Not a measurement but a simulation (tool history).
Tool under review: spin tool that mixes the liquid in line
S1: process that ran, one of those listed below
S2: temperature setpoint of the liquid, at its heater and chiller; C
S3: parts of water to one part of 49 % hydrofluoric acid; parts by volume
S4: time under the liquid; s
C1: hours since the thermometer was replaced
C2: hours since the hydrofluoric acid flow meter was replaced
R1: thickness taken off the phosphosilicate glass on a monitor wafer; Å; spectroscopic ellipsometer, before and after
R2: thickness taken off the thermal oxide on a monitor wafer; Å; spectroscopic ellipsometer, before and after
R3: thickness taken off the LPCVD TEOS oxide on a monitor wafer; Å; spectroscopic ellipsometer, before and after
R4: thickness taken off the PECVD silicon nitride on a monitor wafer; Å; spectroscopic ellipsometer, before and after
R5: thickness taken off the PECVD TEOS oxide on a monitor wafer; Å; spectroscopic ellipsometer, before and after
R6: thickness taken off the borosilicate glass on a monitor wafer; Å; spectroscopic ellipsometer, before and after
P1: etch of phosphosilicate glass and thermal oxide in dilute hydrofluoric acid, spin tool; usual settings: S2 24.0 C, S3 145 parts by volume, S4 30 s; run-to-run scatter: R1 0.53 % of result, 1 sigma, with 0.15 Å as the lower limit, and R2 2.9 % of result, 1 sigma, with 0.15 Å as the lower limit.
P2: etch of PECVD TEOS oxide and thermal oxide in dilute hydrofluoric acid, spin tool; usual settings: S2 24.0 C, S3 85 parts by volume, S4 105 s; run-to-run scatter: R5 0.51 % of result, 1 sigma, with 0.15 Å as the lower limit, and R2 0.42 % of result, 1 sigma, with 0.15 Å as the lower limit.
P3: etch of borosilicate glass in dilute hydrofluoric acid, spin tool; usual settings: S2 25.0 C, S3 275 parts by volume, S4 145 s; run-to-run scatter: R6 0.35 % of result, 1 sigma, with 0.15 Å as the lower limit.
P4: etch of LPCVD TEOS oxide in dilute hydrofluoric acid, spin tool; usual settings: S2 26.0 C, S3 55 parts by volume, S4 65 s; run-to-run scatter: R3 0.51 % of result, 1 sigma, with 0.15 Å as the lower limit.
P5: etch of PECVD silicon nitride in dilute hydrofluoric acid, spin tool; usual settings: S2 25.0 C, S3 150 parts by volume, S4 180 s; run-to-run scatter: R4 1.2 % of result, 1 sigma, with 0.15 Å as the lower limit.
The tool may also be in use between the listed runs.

run   hour  S1    S2   S3   S4      C1     C2      R1        R2      R3      R4       R5      R6
  1    3.4  P1  24.0  145   30  1710.5  709.3  291.44    8.7950
  2    6.0  P1  24.0  145   30  1713.1  711.9  286.35    8.1789
  3    9.8  P4  26.0   55   65  1716.9  715.7                    329.99
  4   12.3  P5  25.0  260  180  1719.4  718.2                            12.446
  5   16.0  P2  24.0   25  105  1723.1  721.9          217.2900                  1314.80
  6   19.2  P3  25.0   55  145  1726.3  725.1                                             903.64
  7   21.1  P1  24.0  145   15  1728.2  727.0  144.87    4.4014
  8   24.8  P4  26.0   90   65  1731.9  730.7                    193.97
  9   27.4  P3  25.0  275  145  1734.5  733.3                                             139.85
 10   30.9  P5  32.0  150  180  1738.0  736.8                            33.674
 11   34.1  P4  33.0   55   65  1741.2  740.0                    433.18
 12   37.9  P3  25.0  275  235  1745.0  743.8                                             228.54
 13   42.1  P1  24.0  145   50  1749.2  748.0  475.17   13.9220
 14   46.4  P5  25.0  150  180  1753.5  752.3                            22.207
 15   49.9  P5  25.0  150  180  1757.0  755.8                            21.885
 16   53.5  P5  25.0  150  305  1760.6  759.4                            37.268
      55.5  -- thermometer replaced
 17   56.7  P4  26.0   55   25     1.2  762.6                    129.42
 18   60.4  P1  24.0  145   30     4.9  766.3  285.59    8.7587
 19   63.3  P1  24.0   75   15     7.8  769.2  300.67    9.0729
 20   66.0  P1  24.0  145   30    10.5  771.9  287.28    8.4749
 21   69.8  P2  24.0   85  105    14.3  775.7           59.3710                   359.11
 22   73.7  P2  24.0   85   45    18.2  779.6           25.2870                   154.01
 23   76.2  P1  24.0   50   30    20.7  782.1  935.49   27.7990
 24   79.0  P1  24.0  205   30    23.5  784.9  190.20    5.6193
 25   82.7  P2  24.0   85  105    27.2  788.6           59.4560                   358.83
 26   86.1  P4  26.0   55   65    30.6  792.0                    332.71
 27   89.0  P1  30.0  145   30    33.5  794.9  358.18   10.3850
      91.6  -- hydrofluoric acid flow meter replaced
 28   92.6  P1  17.0  145   30    37.1    1.0  218.04    6.6585
 29   94.8  P3  33.5  275  145    39.3    3.2                                             186.37
 30   97.1  P3  25.0  275  145    41.6    5.5                                             141.14
 31  100.6  P2  31.5   85  105    45.1    9.0           78.7420                   480.81

Predict the results of run 32:
 32  103.6  P1  24.0  145  30  48.1  12.0   ?   ?

Run 32 yielded R1 287.03 Å, R2 9.1307 Å.

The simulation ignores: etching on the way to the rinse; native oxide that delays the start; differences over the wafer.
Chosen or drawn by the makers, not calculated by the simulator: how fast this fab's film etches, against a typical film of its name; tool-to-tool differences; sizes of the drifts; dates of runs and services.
